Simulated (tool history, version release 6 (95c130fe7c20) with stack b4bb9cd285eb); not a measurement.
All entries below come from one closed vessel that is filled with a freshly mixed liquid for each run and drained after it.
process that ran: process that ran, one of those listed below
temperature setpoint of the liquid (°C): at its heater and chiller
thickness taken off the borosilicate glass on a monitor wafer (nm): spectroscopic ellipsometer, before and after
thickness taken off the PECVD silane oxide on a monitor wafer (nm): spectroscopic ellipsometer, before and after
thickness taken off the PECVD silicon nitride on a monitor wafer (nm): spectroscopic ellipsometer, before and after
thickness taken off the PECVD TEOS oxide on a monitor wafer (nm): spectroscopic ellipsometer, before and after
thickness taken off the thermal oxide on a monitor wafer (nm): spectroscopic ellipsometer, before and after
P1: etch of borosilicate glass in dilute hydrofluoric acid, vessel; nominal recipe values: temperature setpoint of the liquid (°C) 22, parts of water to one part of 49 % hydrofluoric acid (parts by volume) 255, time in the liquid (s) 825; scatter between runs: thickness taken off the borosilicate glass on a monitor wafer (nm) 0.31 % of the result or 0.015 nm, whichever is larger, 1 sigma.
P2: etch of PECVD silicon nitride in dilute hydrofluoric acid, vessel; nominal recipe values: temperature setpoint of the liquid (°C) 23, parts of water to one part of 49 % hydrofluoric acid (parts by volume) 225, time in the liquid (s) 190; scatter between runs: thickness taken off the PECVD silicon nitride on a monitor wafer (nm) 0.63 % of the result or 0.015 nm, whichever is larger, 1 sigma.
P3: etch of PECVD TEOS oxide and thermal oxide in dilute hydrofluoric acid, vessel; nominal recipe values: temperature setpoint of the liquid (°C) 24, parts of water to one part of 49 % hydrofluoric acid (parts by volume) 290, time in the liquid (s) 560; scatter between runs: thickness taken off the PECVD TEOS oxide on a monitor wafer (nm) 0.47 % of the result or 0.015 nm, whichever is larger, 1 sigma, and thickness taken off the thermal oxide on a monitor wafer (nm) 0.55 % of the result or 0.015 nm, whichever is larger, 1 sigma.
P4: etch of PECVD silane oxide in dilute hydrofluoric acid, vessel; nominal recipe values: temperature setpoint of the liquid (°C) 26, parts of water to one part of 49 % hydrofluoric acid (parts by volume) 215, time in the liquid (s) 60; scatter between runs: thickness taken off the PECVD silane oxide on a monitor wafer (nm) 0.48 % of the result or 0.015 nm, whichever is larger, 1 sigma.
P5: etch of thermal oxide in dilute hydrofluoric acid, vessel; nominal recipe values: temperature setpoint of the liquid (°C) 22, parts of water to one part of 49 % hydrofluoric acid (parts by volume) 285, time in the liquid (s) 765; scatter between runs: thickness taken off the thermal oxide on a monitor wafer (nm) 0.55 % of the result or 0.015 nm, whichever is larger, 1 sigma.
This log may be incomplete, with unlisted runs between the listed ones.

run   hour  process that ran  temperature setpoint of the liquid (°C)  parts of water to one part of 49 % hydrofluoric acid (parts by volume)  time in the liquid (s)  hours since the thermometer was replaced  hours since the hydrofluoric acid flow meter was replaced  thickness taken off the borosilicate glass on a monitor wafer (nm)  thickness taken off the PECVD silane oxide on a monitor wafer (nm)  thickness taken off the PECVD silicon nitride on a monitor wafer (nm)  thickness taken off the PECVD TEOS oxide on a monitor wafer (nm)  thickness taken off the thermal oxide on a monitor wafer (nm)
  1    9.9                P1                                       22                                                                     255                     825                                     353.8                                                      340.7                                                              57.437
  2   20.3                P4                                       26                                                                     215                      60                                     364.2                                                      351.1                                                                                                                                  10.801
  3     31                P1                                       22                                                                      40                     825                                     374.9                                                      361.8                                                              464.23
  4   37.2                P2                                     18.5                                                                     225                     190                                     381.1                                                        368                                                                                                                                                                                                         3.3325
  5   45.5                P4                                       26                                                                     215                      60                                     389.4                                                      376.3                                                                                                                                  10.566
  6   52.7                P1                                     17.5                                                                     255                     295                                     396.6                                                      383.5                                                               17.32
  7   63.2                P3                                       24                                                                     435                     560                                     407.1                                                        394                                                                                                                                                                                                                                                                           13.877                                                         3.8624
  8   69.3                P5                                       22                                                                     285                     765                                     413.2                                                      400.1                                                                                                                                                                                                                                                                                                                                          9.5133
  9   78.3                P1                                     18.5                                                                      85                     825                                     422.2                                                      409.1                                                              179.19
 10   86.4                P2                                       23                                                                     225                     190                                     430.3                                                      417.2                                                                                                                                                                                                         4.4906
 11   93.9                P1                                       22                                                                     255                     825                                     437.8                                                      424.7                                                              57.721
 12    104                P1                                       22                                                                     255                     825                                     447.9                                                      434.8                                                              57.111
 13  109.6                P4                                       26                                                                     215                      90                                     453.5                                                      440.4                                                                                                                                    15.9
 14    116                P1                                       22                                                                     255                    1590                                     459.9                                                      446.8                                                              110.32
 15  122.8                P1                                       22                                                                     255                     825                                     466.7                                                      453.6                                                               57.64
 16  132.9                P1                                       22                                                                     255                     180                                     476.8                                                      463.7                                                              12.528
 17  142.1                P1                                       30                                                                     255                     825                                       486                                                      472.9                                                              76.135
 18  152.3                P4                                       26                                                                     135                      60                                     496.2                                                      483.1                                                                                                                                  18.614
 19  159.6                P3                                       24                                                                     290                     560                                     503.5                                                      490.4                                                                                                                                                                                                                                                                           23.496                                                          6.696
 20  165.6                P5                                       27                                                                     285                     765                                     509.5                                                      496.4                                                                                                                                                                                                                                                                                                                                          11.221
 21  171.6                P1                                       22                                                                     255                     825                                     515.5                                                      502.4                                                              57.118
 22  180.7                P2                                       23                                                                     340                     190                                     524.6                                                      511.5                                                                                                                                                                                                         2.9384
 23    187                P1                                     17.5                                                                     255                     825                                     530.9                                                      517.8                                                               48.37
 24  196.8                P1                                     25.5                                                                      65                     825                                     540.7                                                      527.6                                                              318.94
 25  207.1                P3                                     20.5                                                                     290                     560                                       551                                                      537.9                                                                                                                                                                                                                                                                           20.846                                                         5.8517
 26  216.2                P5                                       22                                                                     285                     400                                     560.1                                                        547                                                                                                                                                                                                                                                                                                                                          4.9179
 27  225.8                P2                                       23                                                                     225                     105                                     569.7                                                      556.6                                                                                                                                                                                                         2.4151
 28  235.3                P4                                       34                                                                     215                      60                                     579.2                                                      566.1                                                                                                                                  14.108
 29    242                P5                                       22                                                                     285                     765                                     585.9                                                      572.8                                                                                                                                                                                                                                                                                                                                          9.4662
 30  250.7                P5                                       22                                                                     450                     765                                     594.6                                                      581.5                                                                                                                                                                                                                                                                                                                                          5.1254
 31    257                P1                                       22                                                                     475                     825                                     600.9                                                      587.8                                                              25.372
 32  261.8                P3                                       24                                                                     290                     120                                     605.7                                                      592.6                                                                                                                                                                                                                                                                           5.0426                                                         1.4422
 33  268.8                P1                                       22                                                                     255                     825                                     612.7                                                      599.6                                                              57.263
 34  275.1                P1                                       22                                                                     255                     825                                       619                                                      605.9                                                              57.386
 35  279.8                P1                                       22                                                                     255                     825                                     623.7                                                      610.6                                                              58.686
 36  284.5                P1                                       22                                                                     255                     825                                     628.4                                                      615.3                                                              59.669
 37  289.3                P1                                       22                                                                     255                     825                                     633.2                                                      620.1                                                              60.093
 38  296.4                P1                                       22                                                                     255                     825                                     640.3                                                      627.2                                                              60.534
 39  304.9                P1                                       22                                                                     255                     825                                     648.8                                                      635.7                                                              60.838
 40  311.9                P1                                       22                                                                     255                     825                                     655.8                                                      642.7                                                              60.622

The log shows P1 creeping away from where it was. Any of the 2 causes listed here, at the size stated for it, fits the log just as well as the others:
A: liquid hotter than its thermometer reads (K) = 1.6
B: hydrofluoric acid flow above the setpoint (%) = 4.76
The onset of the drift is placed at about hour 275.1.

The check runs listed below each take one wafer, and their results are still question marks. Under which run would the listed causes lead to clearly different results?
check 1  318.9                P4                                       26                                                                     215                      60                                                                                                                                                                                                                                            ?
check 2  318.9                P2                                       23                                                                     225                     190                                                                                                                                                                                                                                                                                                                   ?
check 3  318.9                P5                                       22                                                                     285                     765                                                                                                                                                                                                                                                                                                                                                                                                                                                    ?
check 4  318.9                P3                                       24                                                                     290                     560                                                                                                                                                                                                                                                                                                                                                                                     ?                                                              ?

Check results expected under each cause:
  check                                                                 result    if A    if B
check 1     thickness taken off the PECVD silane oxide on a monitor wafer (nm)  11.301  11.308
check 2  thickness taken off the PECVD silicon nitride on a monitor wafer (nm)  4.9251  4.6632
check 3          thickness taken off the thermal oxide on a monitor wafer (nm)  9.9893  10.008
check 4       thickness taken off the PECVD TEOS oxide on a monitor wafer (nm)  24.987  25.092
check 4          thickness taken off the thermal oxide on a monitor wafer (nm)  7.0338  7.0632
Gap, in per cent, between the two causes that each check separates least, read from the result that separates them most: check 1 0.06 %; check 2 5.46 %; check 3 0.19 %; check 4 0.42 %
Only in check 2 would the causes give clearly different results; in the remaining checks their results would be nearly the same.

With check 2 done, the readings were: thickness taken off the PECVD silicon nitride on a monitor wafer (nm) 4.6769. Identify which of the listed causes applies.

The correct cause is B, namely: hydrofluoric acid flow above the setpoint (%).

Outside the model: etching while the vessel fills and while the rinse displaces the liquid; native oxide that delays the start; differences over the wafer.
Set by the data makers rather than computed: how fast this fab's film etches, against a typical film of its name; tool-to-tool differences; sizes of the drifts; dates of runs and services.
